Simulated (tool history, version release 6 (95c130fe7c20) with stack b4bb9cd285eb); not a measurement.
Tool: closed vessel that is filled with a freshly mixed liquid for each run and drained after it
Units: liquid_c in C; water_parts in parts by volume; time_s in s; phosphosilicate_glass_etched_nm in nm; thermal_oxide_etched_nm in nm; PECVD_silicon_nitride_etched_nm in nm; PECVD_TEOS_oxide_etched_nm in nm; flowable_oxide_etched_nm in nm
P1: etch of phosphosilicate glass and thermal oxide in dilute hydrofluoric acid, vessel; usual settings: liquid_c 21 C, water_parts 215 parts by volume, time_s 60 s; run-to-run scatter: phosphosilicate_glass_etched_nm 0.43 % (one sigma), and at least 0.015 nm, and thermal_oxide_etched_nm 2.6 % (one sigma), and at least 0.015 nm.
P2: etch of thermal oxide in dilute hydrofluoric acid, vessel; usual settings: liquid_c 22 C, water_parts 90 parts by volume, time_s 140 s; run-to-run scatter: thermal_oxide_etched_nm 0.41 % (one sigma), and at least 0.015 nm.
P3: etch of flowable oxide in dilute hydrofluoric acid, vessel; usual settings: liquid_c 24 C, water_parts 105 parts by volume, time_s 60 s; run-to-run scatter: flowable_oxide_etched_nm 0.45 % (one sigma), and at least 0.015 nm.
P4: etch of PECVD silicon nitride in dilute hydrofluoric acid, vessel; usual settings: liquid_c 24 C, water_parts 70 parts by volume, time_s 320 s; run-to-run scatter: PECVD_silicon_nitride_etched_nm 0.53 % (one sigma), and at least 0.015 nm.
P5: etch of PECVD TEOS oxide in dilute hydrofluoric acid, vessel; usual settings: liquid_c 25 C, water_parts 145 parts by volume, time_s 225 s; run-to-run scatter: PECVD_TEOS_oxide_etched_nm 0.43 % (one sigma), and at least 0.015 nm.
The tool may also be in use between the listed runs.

run,hour,process,liquid_c,water_parts,time_s,hours since the thermometer was replaced,hours since the hydrofluoric acid flow meter was replaced,phosphosilicate_glass_etched_nm,thermal_oxide_etched_nm,PECVD_silicon_nitride_etched_nm,PECVD_TEOS_oxide_etched_nm,flowable_oxide_etched_nm
1,15.7,P1,21,215,60,319.1,692.3,26.264,1.084,,,
2,25.9,P4,24,70,160,329.3,702.5,,,5.0874,,
3,42.6,P4,24,20,320,346,719.2,,,34.712,,
4,53.6,P1,21,335,60,357,730.2,15.005,0.5904,,,
5,71.2,P4,29,70,320,374.6,747.8,,,14.226,,
6,83.3,P1,21,215,60,386.7,759.9,26.17,1.0033,,,
7,92.3,P5,25,200,225,395.7,768.9,,,,10.062,
8,103.3,P3,24,105,60,406.7,779.9,,,,,28.075
9,112.4,P1,28.5,215,30,415.8,789,17.127,0.68348,,,
10,131.5,P3,24,175,60,434.9,808.1,,,,,15.507
11,145.7,P1,21,215,35,449.1,822.3,15.213,0.61245,,,
12,162.4,P1,17,215,60,465.8,839,22.404,0.88467,,,
13,178,P1,21,215,60,481.4,854.6,26.32,1.0576,,,
14,192.3,P2,17,90,140,495.7,868.9,,5.6895,,,
15,207.7,P3,27.5,105,60,511.1,884.3,,,,,32.1
16,226.7,P1,21,215,60,530.1,903.3,26.407,1.0966,,,
17,235.6,P1,29,215,60,539,912.2,35.043,1.3329,,,
18,249.1,P1,21,215,60,552.5,925.7,26.186,1.0494,,,
19,267.1,P1,21,215,90,570.5,943.7,39.224,1.4883,,,
20,284.4,P2,22,155,140,587.8,961,,3.775,,,
21,298.5,P2,22,90,250,601.9,975.1,,12.364,,,
22,307.5,P2,22,90,140,610.9,984.1,,6.9266,,,
23,316.3,P5,33,145,225,619.7,992.9,,,,19.795,
24,327.9,P1,21,215,60,631.3,1004.5,26.174,1.0565,,,
25,346.1,P1,21,75,60,649.5,1022.7,87.373,3.3265,,,
26,363,P4,24,70,320,666.4,1039.6,,,10.243,,
27,376.2,P5,25,145,225,679.6,1052.8,,,,14.816,
28,390.8,P1,17.5,295,60,694.2,1067.4,15.723,0.64507,,,
29,400.1,P1,21,215,60,703.5,1076.7,26.337,1.0472,,,
30,418.1,P3,24,105,110,721.5,1094.7,,,,,51.692
31,435.5,P5,25,145,30,738.9,1112.1,,,,1.9752,
32,448.6,P1,21,215,60,752,1125.2,26.121,1.0166,,,
33,467.7,P1,21,215,60,771.1,1144.3,25.182,1.0083,,,
34,483.7,P1,21,215,60,787.1,1160.3,25.016,1.006,,,
35,494.2,P1,21,215,60,797.6,1170.8,24.748,0.95495,,,
36,511.6,P1,21,215,60,815,1188.2,24.498,0.97435,,,
37,522.6,P1,21,215,60,826,1199.2,24.491,0.991,,,
38,531,P1,21,215,60,834.4,1207.6,24.33,0.97717,,,
39,539.9,P1,21,215,60,843.3,1216.5,24.389,0.93841,,,
40,557.7,P1,21,215,60,861.1,1234.3,24.063,0.93827,,,
41,572.7,P1,21,215,60,876.1,1249.3,24.065,0.88822,,,
42,591.1,P1,21,215,60,894.5,1267.7,24.194,0.93998,,,

Forecast run 43:
43,608.7,P1,21,215,60,912.1,1285.3,?,?,,,

phosphosilicate_glass_etched_nm: 23.861 nm
thermal_oxide_etched_nm: 0.91168 nm
